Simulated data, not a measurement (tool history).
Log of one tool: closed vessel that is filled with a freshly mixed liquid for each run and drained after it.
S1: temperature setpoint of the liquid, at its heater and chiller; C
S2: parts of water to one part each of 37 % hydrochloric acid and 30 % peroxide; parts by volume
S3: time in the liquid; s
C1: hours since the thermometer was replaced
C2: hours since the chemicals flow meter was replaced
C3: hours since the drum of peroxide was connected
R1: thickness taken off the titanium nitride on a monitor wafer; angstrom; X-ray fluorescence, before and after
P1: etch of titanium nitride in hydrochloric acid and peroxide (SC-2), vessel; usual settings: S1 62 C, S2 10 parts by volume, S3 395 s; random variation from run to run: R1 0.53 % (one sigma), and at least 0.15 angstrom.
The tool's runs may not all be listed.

| run | day | S1 | S2 | S3 | C1 | C2 | C3 | R1 |
|---|---|---|---|---|---|---|---|---|
| 1 | 0.421 | 62 | 10 | 395 | 582.2 | 614.1 | 676 | 374.66 |
| 2 | 0.933 | 62 | 10 | 395 | 594.5 | 626.4 | 688.3 | 371.1 |
| 3 | 1.275 | 55.5 | 10 | 70 | 602.7 | 634.6 | 696.5 | 43.931 |
| 4 | 1.75 | 62 | 10 | 395 | 614.1 | 646 | 707.9 | 371.46 |
| 5 | 2.292 | 62 | 10 | 780 | 627.1 | 659 | 720.9 | 723.01 |
| 6 | 2.638 | 62 | 10 | 395 | 635.4 | 667.3 | 729.2 | 370.79 |
| 7 | 2.962 | 62 | 10 | 395 | 643.2 | 675.1 | 737 | 372.04 |
| 8 | 3.288 | 47.5 | 10 | 665 | 651 | 682.9 | 744.8 | 246.42 |
| 9 | 3.646 | 72 | 10 | 395 | 659.6 | 691.5 | 753.4 | 678.72 |
| 10 | 4 | 48.5 | 10 | 395 | 668.1 | 700 | 761.9 | 155.09 |
| 11 | 4.454 | 62 | 10 | 395 | 679 | 710.9 | 772.8 | 372.84 |
| 12 | 5.021 | 62 | 10 | 395 | 692.6 | 724.5 | 786.4 | 371.05 |
| 13 | 5.612 | 62 | 4 | 395 | 706.8 | 738.7 | 800.6 | 743.77 |
| 14 | 6.021 | 62 | 10 | 40 | 716.6 | 748.5 | 810.4 | 37.876 |
| 15 | 6.329 | 62 | 17 | 395 | 724 | 755.9 | 817.8 | 234.16 |
| 16 | 6.929 | 62 | 10 | 395 | 738.4 | 770.3 | 832.2 | 368.95 |
| 17 | 7.458 | 62 | 10 | 395 | 751.1 | 783 | 844.9 | 355.17 |
| 18 | 7.738 | 62 | 10 | 395 | 757.8 | 789.7 | 851.6 | 345.19 |
| 19 | 8.229 | 62 | 10 | 395 | 769.6 | 801.5 | 863.4 | 339.11 |
| 20 | 8.625 | 62 | 10 | 395 | 779.1 | 811 | 872.9 | 339.45 |
| 21 | 8.917 | 62 | 10 | 395 | 786.1 | 818 | 879.9 | 335.96 |
|  | 8.929 | new drum of peroxide connected |
| 22 | 9.412 | 62 | 10 | 395 | 798 | 829.9 | 11.7 | 336 |
| 23 | 9.762 | 62 | 10 | 395 | 806.4 | 838.3 | 20.1 | 331.81 |
| 24 | 10.138 | 62 | 10 | 395 | 815.4 | 847.3 | 29.1 | 335.3 |

What P1 gives has crept away from where it was. These 2 causes fit the log equally well, each at the size given:
A: liquid colder than its thermometer reads (K) = 1.7
B: chemicals flow below the setpoint (%) = 11.8
The creep began at about day 6.929.
Why every other cause is out:
peroxide weaker than its label (%): serviced at day 8.929, which brought nothing back

4 check runs are offered, each on 5 wafers whose results are averaged, their results left as question marks. Which one tells the causes apart?
| check 1 | 10.512 | 62 | 4 | 650 |  |  |  | ? |
| check 2 | 10.512 | 72 | 10 | 770 |  |  |  | ? |
| check 3 | 10.512 | 71 | 10 | 55 |  |  |  | ? |
| check 4 | 10.512 | 49 | 16 | 395 |  |  |  | ? |

What each check would give under each cause:
| check | result | if A | if B |
|---|---|---|---|
| check 1 | R1 | 1100.8 | 1123.6 |
| check 2 | R1 | 1197.6 | 1190.6 |
| check 3 | R1 | 80.623 | 80.199 |
| check 4 | R1 | 95.584 | 95.802 |
How far apart the two closest causes lie, in the result that separates them most: check 1 2.05 %; check 2 0.59 %; check 3 0.53 %; check 4 0.23 %
Only check 1 tells the causes apart: in the others they would give nearly the same result.

Then check 1 was run and gave: R1 1097.6 angstrom. Which cause is it?

It is A: liquid colder than its thermometer reads (K).
